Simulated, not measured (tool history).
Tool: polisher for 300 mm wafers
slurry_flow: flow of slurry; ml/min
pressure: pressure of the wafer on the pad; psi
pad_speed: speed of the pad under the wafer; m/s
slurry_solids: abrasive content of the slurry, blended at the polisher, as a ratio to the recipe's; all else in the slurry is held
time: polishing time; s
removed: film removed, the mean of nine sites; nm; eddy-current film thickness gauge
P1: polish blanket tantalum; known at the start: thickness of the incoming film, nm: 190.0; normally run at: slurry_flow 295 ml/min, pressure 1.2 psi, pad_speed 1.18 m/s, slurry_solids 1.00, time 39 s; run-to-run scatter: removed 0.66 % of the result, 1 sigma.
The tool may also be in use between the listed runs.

Run 1, hour 10.5: slurry_flow 295 ml/min, pressure 1.2 psi, pad_speed 1.18 m/s, slurry_solids 1.00, time 39 s. Result: removed 44.756 nm.
Run 2, hour 22.7: slurry_flow 430 ml/min, pressure 1.2 psi, pad_speed 1.18 m/s, slurry_solids 1.00, time 39 s. Result: removed 46.367 nm.
Run 3, hour 28.6: slurry_flow 295 ml/min, pressure 0.6 psi, pad_speed 1.18 m/s, slurry_solids 1.00, time 39 s. Result: removed 22.103 nm.
Run 4, hour 37.3: slurry_flow 295 ml/min, pressure 1.2 psi, pad_speed 1.18 m/s, slurry_solids 0.55, time 39 s. Result: removed 36.065 nm.
Run 5, hour 44.3: slurry_flow 295 ml/min, pressure 1.2 psi, pad_speed 0.76 m/s, slurry_solids 1.00, time 39 s. Result: removed 28.886 nm.
Run 6, hour 52.0: slurry_flow 295 ml/min, pressure 1.2 psi, pad_speed 1.18 m/s, slurry_solids 1.00, time 39 s. Result: removed 44.748 nm.
Run 7, hour 58.5: slurry_flow 295 ml/min, pressure 1.2 psi, pad_speed 1.18 m/s, slurry_solids 1.00, time 54 s. Result: removed 61.629 nm.
Run 8, hour 70.9: slurry_flow 295 ml/min, pressure 1.2 psi, pad_speed 1.58 m/s, slurry_solids 1.00, time 39 s. Result: removed 59.904 nm.
Run 9, hour 80.1: slurry_flow 295 ml/min, pressure 1.2 psi, pad_speed 1.18 m/s, slurry_solids 1.00, time 39 s. Result: removed 45.703 nm.
Run 10, hour 88.5: slurry_flow 295 ml/min, pressure 1.7 psi, pad_speed 1.18 m/s, slurry_solids 1.00, time 39 s. Result: removed 63.724 nm.
Run 11, hour 96.2: slurry_flow 295 ml/min, pressure 1.2 psi, pad_speed 1.18 m/s, slurry_solids 1.00, time 39 s. Result: removed 44.825 nm.
Run 12, hour 105.4: slurry_flow 180 ml/min, pressure 1.2 psi, pad_speed 1.18 m/s, slurry_solids 1.00, time 39 s. Result: removed 42.561 nm.
Run 13, hour 112.7: slurry_flow 295 ml/min, pressure 1.2 psi, pad_speed 1.18 m/s, slurry_solids 1.30, time 39 s. Result: removed 48.519 nm.
Run 14, hour 118.7: slurry_flow 295 ml/min, pressure 1.2 psi, pad_speed 1.18 m/s, slurry_solids 1.00, time 39 s. Result: removed 44.980 nm.
Run 15, hour 125.4: slurry_flow 295 ml/min, pressure 1.5 psi, pad_speed 1.56 m/s, slurry_solids 1.00, time 39 s. Result: removed 74.002 nm.
Run 16, hour 137.9: slurry_flow 295 ml/min, pressure 1.2 psi, pad_speed 1.18 m/s, slurry_solids 1.00, time 39 s. Result: removed 44.617 nm.
Run 17, hour 145.0: slurry_flow 295 ml/min, pressure 1.2 psi, pad_speed 1.18 m/s, slurry_solids 1.00, time 18 s. Result: removed 20.703 nm.
Run 18, hour 153.3: slurry_flow 295 ml/min, pressure 1.2 psi, pad_speed 1.18 m/s, slurry_solids 1.00, time 39 s. Result: removed 44.845 nm.
Run 19, hour 160.1: slurry_flow 295 ml/min, pressure 1.2 psi, pad_speed 1.18 m/s, slurry_solids 1.00, time 39 s. Result: removed 44.040 nm.
Run 20, hour 167.3: slurry_flow 295 ml/min, pressure 1.2 psi, pad_speed 1.18 m/s, slurry_solids 1.00, time 39 s. Result: removed 43.335 nm.
Run 21, hour 175.8: slurry_flow 295 ml/min, pressure 1.2 psi, pad_speed 1.18 m/s, slurry_solids 1.00, time 39 s. Result: removed 42.714 nm.
Run 22, hour 183.9: slurry_flow 295 ml/min, pressure 1.2 psi, pad_speed 1.18 m/s, slurry_solids 1.00, time 39 s. Result: removed 41.550 nm.
Run 23, hour 194.9: slurry_flow 295 ml/min, pressure 1.2 psi, pad_speed 1.18 m/s, slurry_solids 1.00, time 39 s. Result: removed 41.037 nm.
At hour 197.4: slurry nozzle cleaned.
Run 24, hour 205.8: slurry_flow 295 ml/min, pressure 1.2 psi, pad_speed 1.18 m/s, slurry_solids 1.00, time 39 s. Result: removed 41.057 nm.
At hour 210.7: worn pad replaced by a new one.
Run 25, hour 215.3: slurry_flow 295 ml/min, pressure 1.2 psi, pad_speed 1.18 m/s, slurry_solids 1.00, time 39 s. Result: removed 41.162 nm.
Run 26, hour 223.1: slurry_flow 295 ml/min, pressure 1.2 psi, pad_speed 1.18 m/s, slurry_solids 1.00, time 39 s. Result: removed 40.731 nm.
Run 27, hour 229.5: slurry_flow 295 ml/min, pressure 1.2 psi, pad_speed 1.18 m/s, slurry_solids 1.00, time 39 s. Result: removed 40.417 nm.
Run 28, hour 235.8: slurry_flow 295 ml/min, pressure 1.2 psi, pad_speed 1.18 m/s, slurry_solids 1.00, time 39 s. Result: removed 40.844 nm.
Run 29, hour 249.3: slurry_flow 295 ml/min, pressure 1.2 psi, pad_speed 1.18 m/s, slurry_solids 1.00, time 39 s. Result: removed 40.536 nm.

What P1 gives has crept away from where it was. These 2 causes fit the log equally well, each at the size given:
A: head's pressure below its setpoint, % = 9.34
B: abrasive missing from the slurry, % = 26.5
The creep began at about hour 153.3.
Why every other cause is out:
removal rate lost through wear of the pad, %: serviced at hour 210.7, which brought nothing back
slurry flow missing at the pad, %: serviced at hour 197.4, which brought nothing back

4 check runs are offered, each on 3 wafers whose results are averaged, their results left as question marks. Which one tells the causes apart?
Run check 1, hour 262.8: slurry_flow 295 ml/min, pressure 1.7 psi, pad_speed 1.56 m/s, slurry_solids 1.00, time 39 s. Result: removed ?.
Run check 2, hour 262.8: slurry_flow 295 ml/min, pressure 0.7 psi, pad_speed 1.18 m/s, slurry_solids 1.00, time 25 s. Result: removed ?.
Run check 3, hour 262.8: slurry_flow 195 ml/min, pressure 1.2 psi, pad_speed 1.18 m/s, slurry_solids 1.00, time 39 s. Result: removed ?.
Run check 4, hour 262.8: slurry_flow 295 ml/min, pressure 1.2 psi, pad_speed 1.18 m/s, slurry_solids 0.65, time 53 s. Result: removed ?.

What each check would give under each cause:
  check   result    if A    if B
check 1  removed  76.237  76.237
check 2  removed  15.221  15.221
check 3  removed  38.869  38.869
check 4  removed  47.942  46.495
How far apart the two closest causes lie, in the result that separates them most: check 1 0 %; check 2 0 %; check 3 0 %; check 4 3.06 %
Only check 4 tells the causes apart: in the others they would give nearly the same result.

Check 4 was then run and gave: removed 46.521 nm. Which cause is it?

It is B: abrasive missing from the slurry, %.
